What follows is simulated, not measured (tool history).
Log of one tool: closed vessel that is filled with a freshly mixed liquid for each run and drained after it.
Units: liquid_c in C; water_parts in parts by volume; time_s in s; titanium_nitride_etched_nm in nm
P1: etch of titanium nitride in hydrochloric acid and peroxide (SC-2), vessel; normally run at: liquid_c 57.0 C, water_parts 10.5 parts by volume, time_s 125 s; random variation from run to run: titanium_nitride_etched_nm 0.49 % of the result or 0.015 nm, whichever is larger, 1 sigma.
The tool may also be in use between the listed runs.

run 1 day=0.429 | liquid_c=57.0 water_parts=10.5 time_s=125 | titanium_nitride_etched_nm=6.9497
run 2 day=0.900 | liquid_c=57.0 water_parts=10.5 time_s=125 | titanium_nitride_etched_nm=6.9061
run 3 day=1.421 | liquid_c=57.0 water_parts=10.5 time_s=125 | titanium_nitride_etched_nm=6.9828
run 4 day=1.717 | liquid_c=69.5 water_parts=10.5 time_s=125 | titanium_nitride_etched_nm=14.8870
run 5 day=2.088 | liquid_c=57.0 water_parts=19.0 time_s=125 | titanium_nitride_etched_nm=4.1364
run 6 day=2.600 | liquid_c=57.0 water_parts=10.5 time_s=125 | titanium_nitride_etched_nm=6.9870
run 7 day=2.925 | liquid_c=57.0 water_parts=10.5 time_s=125 | titanium_nitride_etched_nm=6.9296
run 8 day=3.379 | liquid_c=57.0 water_parts=10.5 time_s=30 | titanium_nitride_etched_nm=1.6893
run 9 day=3.896 | liquid_c=57.0 water_parts=10.5 time_s=125 | titanium_nitride_etched_nm=6.9704
-- day=4.050 new drum of peroxide connected
run 10 day=4.175 | liquid_c=72.0 water_parts=10.5 time_s=35 | titanium_nitride_etched_nm=4.8485
run 11 day=4.758 | liquid_c=57.0 water_parts=10.5 time_s=220 | titanium_nitride_etched_nm=12.2310
run 12 day=5.042 | liquid_c=65.5 water_parts=16.0 time_s=125 | titanium_nitride_etched_nm=8.1640
run 13 day=5.362 | liquid_c=57.0 water_parts=4.0 time_s=125 | titanium_nitride_etched_nm=14.5180
run 14 day=5.933 | liquid_c=57.0 water_parts=6.0 time_s=30 | titanium_nitride_etched_nm=2.5972
run 15 day=6.504 | liquid_c=40.0 water_parts=10.5 time_s=125 | titanium_nitride_etched_nm=2.2265
run 16 day=6.788 | liquid_c=57.0 water_parts=10.5 time_s=125 | titanium_nitride_etched_nm=6.9586
run 17 day=7.183 | liquid_c=57.0 water_parts=10.5 time_s=125 | titanium_nitride_etched_nm=7.1864
run 18 day=7.612 | liquid_c=57.0 water_parts=10.5 time_s=125 | titanium_nitride_etched_nm=7.3193
run 19 day=8.196 | liquid_c=57.0 water_parts=10.5 time_s=125 | titanium_nitride_etched_nm=7.4281
run 20 day=8.508 | liquid_c=57.0 water_parts=10.5 time_s=125 | titanium_nitride_etched_nm=7.3891
run 21 day=8.950 | liquid_c=57.0 water_parts=10.5 time_s=125 | titanium_nitride_etched_nm=7.5324
run 22 day=9.383 | liquid_c=57.0 water_parts=10.5 time_s=125 | titanium_nitride_etched_nm=7.5520
run 23 day=9.946 | liquid_c=57.0 water_parts=10.5 time_s=125 | titanium_nitride_etched_nm=7.6157
run 24 day=10.396 | liquid_c=57.0 water_parts=10.5 time_s=125 | titanium_nitride_etched_nm=7.5405
run 25 day=10.804 | liquid_c=57.0 water_parts=10.5 time_s=125 | titanium_nitride_etched_nm=7.5994

What P1 gives has crept away from where it was. These 2 causes fit the log equally well, each at the size given:
A: liquid hotter than its thermometer reads (K) = 1.41
B: chemicals flow above the setpoint (%) = 11.3
The creep began at about day 6.788.
Why every other cause is out:
peroxide weaker than its label (%): at most 8, which would move titanium_nitride_etched_nm by -7.4 %: too little, or the wrong way

4 check runs are offered, each on 3 wafers whose results are averaged, their results left as question marks. Which one tells the causes apart?
run check 1 day=11.212 | liquid_c=41.0 water_parts=4.5 time_s=125 | titanium_nitride_etched_nm=?
run check 2 day=11.212 | liquid_c=57.0 water_parts=14.0 time_s=125 | titanium_nitride_etched_nm=?
run check 3 day=11.212 | liquid_c=48.5 water_parts=13.5 time_s=125 | titanium_nitride_etched_nm=?
run check 4 day=11.212 | liquid_c=69.0 water_parts=10.5 time_s=190 | titanium_nitride_etched_nm=?

What each check would give under each cause:
check=check_1 result=titanium_nitride_etched_nm if_A=5.0369 if_B=4.9070
check=check_2 result=titanium_nitride_etched_nm if_A=5.9344 if_B=5.9542
check=check_3 result=titanium_nitride_etched_nm if_A=3.5254 if_B=3.5188
check=check_4 result=titanium_nitride_etched_nm if_A=24.0430 if_B=24.1780
How far apart the two closest causes lie, in the result that separates them most: check 1 2.61 %; check 2 0.33 %; check 3 0.19 %; check 4 0.56 %
Only check 1 tells the causes apart: in the others they would give nearly the same result.

Then check 1 was run and gave: titanium_nitride_etched_nm 5.0523 nm. Which cause is it?

It is A: liquid hotter than its thermometer reads (K).
